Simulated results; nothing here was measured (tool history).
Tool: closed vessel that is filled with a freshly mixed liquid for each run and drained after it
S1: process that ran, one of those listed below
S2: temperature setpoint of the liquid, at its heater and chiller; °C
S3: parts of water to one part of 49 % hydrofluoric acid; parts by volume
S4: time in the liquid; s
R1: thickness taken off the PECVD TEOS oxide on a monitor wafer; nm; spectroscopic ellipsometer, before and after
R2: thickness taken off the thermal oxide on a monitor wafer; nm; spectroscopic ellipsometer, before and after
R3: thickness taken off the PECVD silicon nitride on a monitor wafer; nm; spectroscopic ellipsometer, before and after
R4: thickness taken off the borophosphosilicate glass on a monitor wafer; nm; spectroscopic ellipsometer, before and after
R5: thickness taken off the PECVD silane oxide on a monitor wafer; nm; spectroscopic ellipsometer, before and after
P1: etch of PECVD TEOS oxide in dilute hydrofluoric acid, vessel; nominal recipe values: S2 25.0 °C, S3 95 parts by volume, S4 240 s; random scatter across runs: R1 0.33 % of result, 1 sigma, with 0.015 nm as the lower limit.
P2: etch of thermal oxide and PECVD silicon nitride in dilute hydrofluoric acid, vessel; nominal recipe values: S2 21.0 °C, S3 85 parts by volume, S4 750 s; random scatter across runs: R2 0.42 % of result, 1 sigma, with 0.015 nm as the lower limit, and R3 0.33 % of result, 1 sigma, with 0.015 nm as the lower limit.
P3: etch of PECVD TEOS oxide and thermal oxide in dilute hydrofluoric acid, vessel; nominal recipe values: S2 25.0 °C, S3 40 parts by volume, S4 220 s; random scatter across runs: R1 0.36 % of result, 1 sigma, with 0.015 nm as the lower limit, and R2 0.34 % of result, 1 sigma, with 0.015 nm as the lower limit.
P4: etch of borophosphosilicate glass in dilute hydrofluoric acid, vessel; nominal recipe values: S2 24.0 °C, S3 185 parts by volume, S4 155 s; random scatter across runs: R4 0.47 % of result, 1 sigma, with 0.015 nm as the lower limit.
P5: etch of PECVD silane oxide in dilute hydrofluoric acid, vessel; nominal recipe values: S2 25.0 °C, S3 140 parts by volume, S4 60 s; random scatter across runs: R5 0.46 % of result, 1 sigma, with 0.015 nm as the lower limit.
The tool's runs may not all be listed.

run,hour,S1,S2,S3,S4,R1,R2,R3,R4,R5
1,7.3,P1,25.0,95,240,51.458,,,,
2,11.4,P3,25.0,40,390,91.819,54.467,,,
3,17.4,P1,25.0,35,240,150.450,,,,
4,23.5,P1,25.0,95,240,51.134,,,,
5,29.5,P1,19.0,95,240,40.257,,,,
6,35.3,P2,21.0,85,750,,38.497,41.302,,
7,42.3,P1,25.0,95,240,51.198,,,,
8,49.9,P2,21.0,85,1280,,65.796,70.540,,
# hour 51.4: hydrofluoric acid flow meter replaced
9,54.4,P1,25.0,25,55,48.744,,,,
10,60.9,P1,25.0,160,240,28.103,,,,
11,67.2,P3,25.0,20,220,106.770,63.497,,,
12,70.8,P1,25.0,95,450,96.519,,,,
13,77.0,P4,24.0,185,155,,,,33.1020,
14,84.0,P5,25.0,90,60,,,,,14.6450
15,88.6,P5,25.0,140,60,,,,,8.9373
16,92.9,P1,32.0,45,240,152.260,,,,
17,98.4,P5,17.0,140,60,,,,,6.4611
18,104.7,P2,21.0,40,750,,85.901,86.618,,
19,109.8,P4,24.0,185,45,,,,9.5468,
20,116.9,P2,25.0,85,750,,44.939,54.350,,
21,123.1,P1,25.0,95,240,50.996,,,,
22,129.1,P4,24.0,185,155,,,,33.0220,
23,136.7,P4,18.5,185,155,,,,26.9940,
24,142.1,P3,25.0,40,220,51.684,30.872,,,
25,149.7,P1,25.0,95,240,51.495,,,,

Forecast run 26:
26,154.3,P2,21.0,85,750,,?,?,,

R2: 38.362 nm
R3: 41.394 nm
